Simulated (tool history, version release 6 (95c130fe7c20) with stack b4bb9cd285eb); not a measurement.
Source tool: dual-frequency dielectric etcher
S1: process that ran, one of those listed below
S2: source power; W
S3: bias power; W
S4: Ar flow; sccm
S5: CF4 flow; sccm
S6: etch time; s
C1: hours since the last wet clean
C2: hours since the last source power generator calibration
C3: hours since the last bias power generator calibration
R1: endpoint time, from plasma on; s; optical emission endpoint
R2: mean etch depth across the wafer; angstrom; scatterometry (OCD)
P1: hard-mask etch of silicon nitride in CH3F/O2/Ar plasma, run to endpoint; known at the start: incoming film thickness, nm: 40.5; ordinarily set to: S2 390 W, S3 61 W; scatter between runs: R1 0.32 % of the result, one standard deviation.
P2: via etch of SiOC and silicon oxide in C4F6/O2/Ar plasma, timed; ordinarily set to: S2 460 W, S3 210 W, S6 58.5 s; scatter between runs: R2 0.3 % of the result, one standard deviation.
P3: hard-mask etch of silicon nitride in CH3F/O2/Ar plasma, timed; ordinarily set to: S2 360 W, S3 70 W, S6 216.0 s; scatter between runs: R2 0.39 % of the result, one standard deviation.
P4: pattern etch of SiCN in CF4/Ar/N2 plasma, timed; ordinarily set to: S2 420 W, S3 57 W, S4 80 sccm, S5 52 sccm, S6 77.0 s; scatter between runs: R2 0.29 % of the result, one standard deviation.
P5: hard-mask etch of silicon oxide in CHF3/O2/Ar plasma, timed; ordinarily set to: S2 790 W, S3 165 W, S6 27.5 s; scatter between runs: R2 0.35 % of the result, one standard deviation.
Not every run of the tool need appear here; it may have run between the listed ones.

Run 1, hour 6.7: S1 P1, S2 390 W, S3 61 W; C1 324.0; C2 750.5; C3 1962.4. Result: R1 61.766 s.
Run 2, hour 12.5: S1 P4, S2 420 W, S3 57 W, S4 80 sccm, S5 34 sccm, S6 77.0 s; C1 329.8; C2 756.3; C3 1968.2. Result: R2 528.18 angstrom.
Run 3, hour 17.1: S1 P2, S2 460 W, S3 133 W, S6 58.5 s; C1 334.4; C2 760.9; C3 1972.8. Result: R2 622.75 angstrom.
Run 4, hour 21.1: S1 P1, S2 520 W, S3 47 W; C1 338.4; C2 764.9; C3 1976.8. Result: R1 59.849 s.
Run 5, hour 25.2: S1 P1, S2 390 W, S3 84 W; C1 342.5; C2 769.0; C3 1980.9. Result: R1 55.573 s.
Run 6, hour 33.9: S1 P2, S2 460 W, S3 210 W, S6 75.5 s; C1 351.2; C2 777.7; C3 1989.6. Result: R2 930.30 angstrom.
Run 7, hour 40.7: S1 P5, S2 630 W, S3 165 W, S6 27.5 s; C1 358.0; C2 784.5; C3 1996.4. Result: R2 546.74 angstrom.
Run 8, hour 45.5: S1 P3, S2 360 W, S3 70 W, S6 317.5 s; C1 362.8; C2 789.3; C3 2001.2. Result: R2 2134.40 angstrom.
Run 9, hour 54.2: S1 P1, S2 470 W, S3 61 W; C1 371.5; C2 798.0; C3 2009.9. Result: R1 57.703 s.
Run 10, hour 62.0: S1 P1, S2 300 W, S3 45 W; C1 379.3; C2 805.8; C3 2017.7. Result: R1 75.937 s.
Run 11, hour 69.5: S1 P5, S2 790 W, S3 217 W, S6 27.5 s; C1 386.8; C2 813.3; C3 2025.2. Result: R2 655.65 angstrom.
Run 12, hour 78.1: S1 P1, S2 390 W, S3 61 W; C1 395.4; C2 821.9; C3 2033.8. Result: R1 61.866 s.
Run 13, hour 83.3: S1 P4, S2 420 W, S3 57 W, S4 50 sccm, S5 52 sccm, S6 77.0 s; C1 400.6; C2 827.1; C3 2039.0. Result: R2 611.30 angstrom.
Run 14, hour 87.6: S1 P4, S2 420 W, S3 79 W, S4 80 sccm, S5 52 sccm, S6 77.0 s; C1 404.9; C2 831.4; C3 2043.3. Result: R2 635.30 angstrom.
Run 15, hour 92.6: S1 P3, S2 360 W, S3 49 W, S6 216.0 s; C1 409.9; C2 836.4; C3 2048.3. Result: R2 1287.20 angstrom.
Run 16, hour 97.9: S1 P3, S2 290 W, S3 70 W, S6 216.0 s; C1 415.2; C2 841.7; C3 2053.6. Result: R2 1330.30 angstrom.
Run 17, hour 106.3: S1 P2, S2 460 W, S3 210 W, S6 58.5 s; C1 423.6; C2 850.1; C3 2062.0. Result: R2 718.79 angstrom.
Run 18, hour 113.5: S1 P1, S2 390 W, S3 46 W; C1 430.8; C2 857.3; C3 2069.2. Result: R1 67.789 s.
Run 19, hour 121.7: S1 P2, S2 660 W, S3 210 W, S6 58.5 s; C1 439.0; C2 865.5; C3 2077.4. Result: R2 827.38 angstrom.
Run 20, hour 129.1: S1 P4, S2 260 W, S3 57 W, S4 80 sccm, S5 52 sccm, S6 77.0 s; C1 446.4; C2 872.9; C3 2084.8. Result: R2 372.07 angstrom.
Run 21, hour 133.7: S1 P1, S2 390 W, S3 61 W; C1 451.0; C2 877.5; C3 2089.4. Result: R1 62.109 s.
Run 22, hour 139.2: S1 P1, S2 390 W, S3 61 W; C1 456.5; C2 883.0; C3 2094.9. Result: R1 61.690 s.
Run 23, hour 147.5: S1 P3, S2 360 W, S3 70 W, S6 216.0 s; C1 464.8; C2 891.3; C3 2103.2. Result: R2 1446.60 angstrom.
Run 24, hour 153.5: S1 P1, S2 540 W, S3 41 W; C1 470.8; C2 897.3; C3 2109.2. Result: R1 61.541 s.
Run 25, hour 158.2: S1 P2, S2 460 W, S3 210 W, S6 58.5 s; C1 475.5; C2 902.0; C3 2113.9. Result: R2 717.14 angstrom.
Run 26, hour 162.7: S1 P5, S2 790 W, S3 165 W, S6 27.5 s; C1 480.0; C2 906.5; C3 2118.4. Result: R2 594.53 angstrom.
Run 27, hour 167.5: S1 P4, S2 420 W, S3 57 W, S4 80 sccm, S5 52 sccm, S6 77.0 s; C1 484.8; C2 911.3; C3 2123.2. Result: R2 568.41 angstrom.
Run 28, hour 175.4: S1 P1, S2 320 W, S3 61 W; C1 492.7; C2 919.2; C3 2131.1. Result: R1 66.874 s.
At hour 180.6: source power generator calibrated.
Run 29, hour 181.1: S1 P5, S2 790 W, S3 165 W, S6 27.5 s; C1 498.4; C2 0.6; C3 2136.8. Result: R2 598.12 angstrom.
At hour 181.3: bias power generator calibrated.
Run 30, hour 186.6: S1 P5, S2 790 W, S3 165 W, S6 21.0 s; C1 503.9; C2 6.1; C3 5.4. Result: R2 455.00 angstrom.
Run 31, hour 192.5: S1 P4, S2 420 W, S3 57 W, S4 80 sccm, S5 52 sccm, S6 102.5 s; C1 509.8; C2 12.0; C3 11.3. Result: R2 756.24 angstrom.
Run 32, hour 197.8: S1 P1, S2 390 W, S3 61 W; C1 515.1; C2 17.3; C3 16.6. Result: R1 61.788 s.
Run 33, hour 202.1: S1 P1, S2 390 W, S3 61 W; C1 519.4; C2 21.6; C3 20.9. Result: R1 61.962 s.
Run 34, hour 208.9: S1 P1, S2 390 W, S3 61 W; C1 526.2; C2 28.4; C3 27.7. Result: R1 61.500 s.
Run 35, hour 213.1: S1 P1, S2 390 W, S3 61 W; C1 530.4; C2 32.6; C3 31.9. Result: R1 61.291 s.
Run 36, hour 220.3: S1 P1, S2 390 W, S3 61 W; C1 537.6; C2 39.8; C3 39.1. Result: R1 61.304 s.
Run 37, hour 229.5: S1 P1, S2 390 W, S3 61 W; C1 546.8; C2 49.0; C3 48.3. Result: R1 61.039 s.
Run 38, hour 236.9: S1 P1, S2 390 W, S3 61 W; C1 554.2; C2 56.4; C3 55.7. Result: R1 61.127 s.
At hour 237.7: wet clean of the chamber.
Run 39, hour 245.4: S1 P1, S2 390 W, S3 61 W; C1 7.8; C2 64.9; C3 64.2. Result: R1 60.993 s.
Run 40, hour 249.7: S1 P1, S2 390 W, S3 61 W; C1 12.1; C2 69.2; C3 68.5. Result: R1 60.919 s.
Run 41, hour 254.4: S1 P1, S2 390 W, S3 61 W; C1 16.8; C2 73.9; C3 73.2. Result: R1 61.466 s.
Run 42, hour 261.8: S1 P1, S2 390 W, S3 61 W; C1 24.2; C2 81.3; C3 80.6. Result: R1 60.995 s.

The log shows P1 creeping away from where it was. Any of the 2 causes listed here, at the size stated for it, fits the log just as well as the others:
A: source power that arrives over what is set, % = 4.24
B: bias power that arrives over what is set, % = 4.91
Creep in the process output first set in at about hour 202.1.
Other possible causes, and why each is ruled out:
chamber walls in a state that raises the etch rate, %: serviced at hour 237.7, which brought nothing back

Consider the 4 single-wafer check runs listed below, results given as question marks: which one distinguishes between the causes by giving clearly different results for each?
Run check 1, hour 269.2: S1 P2, S2 460 W, S3 210 W, S6 58.5 s. Result: R2 ?.
Run check 2, hour 269.2: S1 P4, S2 420 W, S3 57 W, S4 80 sccm, S5 52 sccm, S6 77.0 s. Result: R2 ?.
Run check 3, hour 269.2: S1 P3, S2 360 W, S3 70 W, S6 216.0 s. Result: R2 ?.
Run check 4, hour 269.2: S1 P5, S2 790 W, S3 165 W, S6 27.5 s. Result: R2 ?.

If the cause were each of the candidates in turn, the checks would give the following:
  check  result     if A     if B
check 1      R2   730.92   730.81
check 2      R2   588.86   576.93
check 3      R2  1465.50  1466.70
check 4      R2   604.86   604.57
Minimum pairwise separation of causes per check, each pair taken at its best-separating result: check 1 0.02 %; check 2 2.05 %; check 3 0.08 %; check 4 0.05 %
The other checks would show nearly matching results whichever cause is true, so check 2 is the only one that separates the causes.

Check 2 has now been run. It gave: R2 577.55 angstrom. Which of the candidate causes is it?

The correct cause is B, namely: bias power that arrives over what is set, %.

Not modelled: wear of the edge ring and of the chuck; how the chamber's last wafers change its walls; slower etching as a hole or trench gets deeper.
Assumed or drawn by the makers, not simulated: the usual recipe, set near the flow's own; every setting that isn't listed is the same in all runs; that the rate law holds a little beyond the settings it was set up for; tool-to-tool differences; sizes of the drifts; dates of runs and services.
